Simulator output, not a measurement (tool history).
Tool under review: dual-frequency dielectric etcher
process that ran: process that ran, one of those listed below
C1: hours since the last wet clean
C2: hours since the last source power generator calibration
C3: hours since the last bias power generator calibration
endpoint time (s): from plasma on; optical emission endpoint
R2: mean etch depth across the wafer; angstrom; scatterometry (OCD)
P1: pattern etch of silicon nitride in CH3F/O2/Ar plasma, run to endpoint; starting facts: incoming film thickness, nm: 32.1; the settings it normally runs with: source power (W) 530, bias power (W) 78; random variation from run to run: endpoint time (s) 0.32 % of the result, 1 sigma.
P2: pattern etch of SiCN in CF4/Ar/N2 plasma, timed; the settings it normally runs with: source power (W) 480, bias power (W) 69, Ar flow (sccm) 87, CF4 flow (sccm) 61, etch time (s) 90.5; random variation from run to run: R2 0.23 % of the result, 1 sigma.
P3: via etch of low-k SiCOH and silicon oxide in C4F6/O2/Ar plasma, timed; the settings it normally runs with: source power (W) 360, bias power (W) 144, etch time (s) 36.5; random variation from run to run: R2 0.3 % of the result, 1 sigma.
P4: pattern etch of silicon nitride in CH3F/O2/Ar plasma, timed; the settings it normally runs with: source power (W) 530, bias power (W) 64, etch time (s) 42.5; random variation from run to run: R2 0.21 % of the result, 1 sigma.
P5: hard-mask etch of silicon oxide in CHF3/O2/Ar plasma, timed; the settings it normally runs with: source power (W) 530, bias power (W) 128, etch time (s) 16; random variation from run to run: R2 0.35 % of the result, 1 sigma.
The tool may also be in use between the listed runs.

run 1 hour=5.8 | process_that_ran=P1 source_power_(W)=530 bias_power_(W)=78 | C1=361.5 C2=3752 C3=911.8 | endpoint_time_(s)=38.764
run 2 hour=14.6 | process_that_ran=P2 source_power_(W)=610 bias_power_(W)=69 Ar_flow_(sccm)=87 CF4_flow_(sccm)=61 etch_time_(s)=90.5 | C1=370.3 C2=3760.8 C3=920.6 | R2=1015.1
run 3 hour=19.7 | process_that_ran=P2 source_power_(W)=480 bias_power_(W)=69 Ar_flow_(sccm)=87 CF4_flow_(sccm)=61 etch_time_(s)=90.5 | C1=375.4 C2=3765.9 C3=925.7 | R2=819.46
run 4 hour=25.8 | process_that_ran=P3 source_power_(W)=360 bias_power_(W)=144 etch_time_(s)=51.5 | C1=381.5 C2=3772 C3=931.8 | R2=1229.9
run 5 hour=30.2 | process_that_ran=P4 source_power_(W)=530 bias_power_(W)=86 etch_time_(s)=42.5 | C1=385.9 C2=3776.4 C3=936.2 | R2=357.68
run 6 hour=38.9 | process_that_ran=P2 source_power_(W)=480 bias_power_(W)=69 Ar_flow_(sccm)=112 CF4_flow_(sccm)=61 etch_time_(s)=90.5 | C1=394.6 C2=3785.1 C3=944.9 | R2=790.46
run 7 hour=45.3 | process_that_ran=P2 source_power_(W)=480 bias_power_(W)=56 Ar_flow_(sccm)=87 CF4_flow_(sccm)=61 etch_time_(s)=90.5 | C1=401 C2=3791.5 C3=951.3 | R2=765.5
run 8 hour=53.5 | process_that_ran=P5 source_power_(W)=530 bias_power_(W)=128 etch_time_(s)=16 | C1=409.2 C2=3799.7 C3=959.5 | R2=268.16
run 9 hour=57.6 | process_that_ran=P1 source_power_(W)=530 bias_power_(W)=78 | C1=413.3 C2=3803.8 C3=963.6 | endpoint_time_(s)=38.839
run 10 hour=62.3 | process_that_ran=P5 source_power_(W)=400 bias_power_(W)=128 etch_time_(s)=16 | C1=418 C2=3808.5 C3=968.3 | R2=240.07
run 11 hour=70.6 | process_that_ran=P1 source_power_(W)=420 bias_power_(W)=78 | C1=426.3 C2=3816.8 C3=976.6 | endpoint_time_(s)=42.538
run 12 hour=76.2 | process_that_ran=P4 source_power_(W)=530 bias_power_(W)=64 etch_time_(s)=28 | C1=431.9 C2=3822.4 C3=982.2 | R2=212.38
run 13 hour=84.1 | process_that_ran=P3 source_power_(W)=360 bias_power_(W)=193 etch_time_(s)=36.5 | C1=439.8 C2=3830.3 C3=990.1 | R2=953.83
run 14 hour=91.7 | process_that_ran=P5 source_power_(W)=530 bias_power_(W)=78 etch_time_(s)=16 | C1=447.4 C2=3837.9 C3=997.7 | R2=231.03
run 15 hour=99.8 | process_that_ran=P3 source_power_(W)=220 bias_power_(W)=144 etch_time_(s)=36.5 | C1=455.5 C2=3846 C3=1005.8 | R2=716.09
run 16 hour=104.1 | process_that_ran=P1 source_power_(W)=530 bias_power_(W)=78 | C1=459.8 C2=3850.3 C3=1010.1 | endpoint_time_(s)=38.681
-- hour=107.5 source power generator calibrated
run 17 hour=111.5 | process_that_ran=P1 source_power_(W)=530 bias_power_(W)=78 | C1=467.2 C2=4 C3=1017.5 | endpoint_time_(s)=38.761
run 18 hour=119.7 | process_that_ran=P2 source_power_(W)=480 bias_power_(W)=69 Ar_flow_(sccm)=87 CF4_flow_(sccm)=42 etch_time_(s)=90.5 | C1=475.4 C2=12.2 C3=1025.7 | R2=773.08
run 19 hour=126.6 | process_that_ran=P3 source_power_(W)=360 bias_power_(W)=144 etch_time_(s)=36.5 | C1=482.3 C2=19.1 C3=1032.6 | R2=867.04
run 20 hour=131.1 | process_that_ran=P4 source_power_(W)=320 bias_power_(W)=64 etch_time_(s)=42.5 | C1=486.8 C2=23.6 C3=1037.1 | R2=265.71
run 21 hour=137.8 | process_that_ran=P2 source_power_(W)=480 bias_power_(W)=69 Ar_flow_(sccm)=87 CF4_flow_(sccm)=61 etch_time_(s)=65 | C1=493.5 C2=30.3 C3=1043.8 | R2=588.79
run 22 hour=146.8 | process_that_ran=P1 source_power_(W)=530 bias_power_(W)=56 | C1=502.5 C2=39.3 C3=1052.8 | endpoint_time_(s)=43.361
run 23 hour=156.3 | process_that_ran=P4 source_power_(W)=530 bias_power_(W)=64 etch_time_(s)=42.5 | C1=512 C2=48.8 C3=1062.3 | R2=322.43
run 24 hour=161.7 | process_that_ran=P1 source_power_(W)=690 bias_power_(W)=78 | C1=517.4 C2=54.2 C3=1067.7 | endpoint_time_(s)=35.264
run 25 hour=169.2 | process_that_ran=P1 source_power_(W)=530 bias_power_(W)=78 | C1=524.9 C2=61.7 C3=1075.2 | endpoint_time_(s)=38.977
run 26 hour=174.8 | process_that_ran=P1 source_power_(W)=670 bias_power_(W)=64 | C1=530.5 C2=67.3 C3=1080.8 | endpoint_time_(s)=37.979
run 27 hour=182.4 | process_that_ran=P5 source_power_(W)=530 bias_power_(W)=128 etch_time_(s)=9 | C1=538.1 C2=74.9 C3=1088.4 | R2=150.21
run 28 hour=190 | process_that_ran=P1 source_power_(W)=530 bias_power_(W)=78 | C1=545.7 C2=82.5 C3=1096 | endpoint_time_(s)=38.883
run 29 hour=199 | process_that_ran=P5 source_power_(W)=530 bias_power_(W)=128 etch_time_(s)=16 | C1=554.7 C2=91.5 C3=1105 | R2=266.92
run 30 hour=206.7 | process_that_ran=P1 source_power_(W)=530 bias_power_(W)=107 | C1=562.4 C2=99.2 C3=1112.7 | endpoint_time_(s)=34.786
run 31 hour=211.2 | process_that_ran=P1 source_power_(W)=530 bias_power_(W)=78 | C1=566.9 C2=103.7 C3=1117.2 | endpoint_time_(s)=38.945
run 32 hour=220.4 | process_that_ran=P1 source_power_(W)=530 bias_power_(W)=78 | C1=576.1 C2=112.9 C3=1126.4 | endpoint_time_(s)=38.863
run 33 hour=229.7 | process_that_ran=P1 source_power_(W)=530 bias_power_(W)=78 | C1=585.4 C2=122.2 C3=1135.7 | endpoint_time_(s)=39.083
run 34 hour=236.7 | process_that_ran=P1 source_power_(W)=530 bias_power_(W)=78 | C1=592.4 C2=129.2 C3=1142.7 | endpoint_time_(s)=39.369
run 35 hour=243.3 | process_that_ran=P1 source_power_(W)=530 bias_power_(W)=78 | C1=599 C2=135.8 C3=1149.3 | endpoint_time_(s)=39.34
run 36 hour=250.8 | process_that_ran=P1 source_power_(W)=530 bias_power_(W)=78 | C1=606.5 C2=143.3 C3=1156.8 | endpoint_time_(s)=39.539
-- hour=254.4 wet clean of the chamber
run 37 hour=256.1 | process_that_ran=P1 source_power_(W)=530 bias_power_(W)=78 | C1=1.8 C2=148.6 C3=1162.1 | endpoint_time_(s)=39.316
run 38 hour=262.5 | process_that_ran=P1 source_power_(W)=530 bias_power_(W)=78 | C1=8.2 C2=155 C3=1168.5 | endpoint_time_(s)=39.635
run 39 hour=271.7 | process_that_ran=P1 source_power_(W)=530 bias_power_(W)=78 | C1=17.4 C2=164.2 C3=1177.7 | endpoint_time_(s)=39.406
run 40 hour=280 | process_that_ran=P1 source_power_(W)=530 bias_power_(W)=78 | C1=25.7 C2=172.5 C3=1186 | endpoint_time_(s)=39.252
run 41 hour=285.6 | process_that_ran=P1 source_power_(W)=530 bias_power_(W)=78 | C1=31.3 C2=178.1 C3=1191.6 | endpoint_time_(s)=39.607
run 42 hour=294.3 | process_that_ran=P1 source_power_(W)=530 bias_power_(W)=78 | C1=40 C2=186.8 C3=1200.3 | endpoint_time_(s)=39.435
run 43 hour=302.6 | process_that_ran=P1 source_power_(W)=530 bias_power_(W)=78 | C1=48.3 C2=195.1 C3=1208.6 | endpoint_time_(s)=39.564

The output of P1 has drifted from where it used to be. Each of the 2 causes below, taken at the size shown beside it, accounts for the log equally well:
A: source power that arrives under what is set, % = 4.15
B: bias power that arrives under what is set, % = 4.62
Creep in the process output first set in at about hour 220.4.
All other causes, with the reason each is excluded:
chamber walls in a state that lowers the etch rate, %: serviced at hour 254.4, after the drift had started, without restoring the earlier output

Consider the 4 single-wafer check runs listed below, results given as question marks: which one distinguishes between the causes by giving clearly different results for each?
run check 1 hour=310.9 | process_that_ran=P5 source_power_(W)=530 bias_power_(W)=79 etch_time_(s)=9.5 | R2=?
run check 2 hour=310.9 | process_that_ran=P3 source_power_(W)=270 bias_power_(W)=185 etch_time_(s)=36.5 | R2=?
run check 3 hour=310.9 | process_that_ran=P4 source_power_(W)=400 bias_power_(W)=64 etch_time_(s)=42.5 | R2=?
run check 4 hour=310.9 | process_that_ran=P2 source_power_(W)=480 bias_power_(W)=69 Ar_flow_(sccm)=87 CF4_flow_(sccm)=46 etch_time_(s)=90.5 | R2=?

Expected result of each check under each candidate cause:
check=check_1 result=R2 if_A=135.02 if_B=135.56
check=check_2 result=R2 if_A=825.41 if_B=826.19
check=check_3 result=R2 if_A=285.01 if_B=285.16
check=check_4 result=R2 if_A=755.87 if_B=771.3
How far apart the two closest causes lie, in the result that separates them most: check 1 0.4 %; check 2 0.09 %; check 3 0.05 %; check 4 2.02 %
Check 4 distinguishes between the causes, while the remaining checks would return nearly the same result for all of them.

Running check 4 produced the following: R2 769.53 angstrom. Which one of the listed causes fits?

The correct cause is B, namely: bias power that arrives under what is set, %.
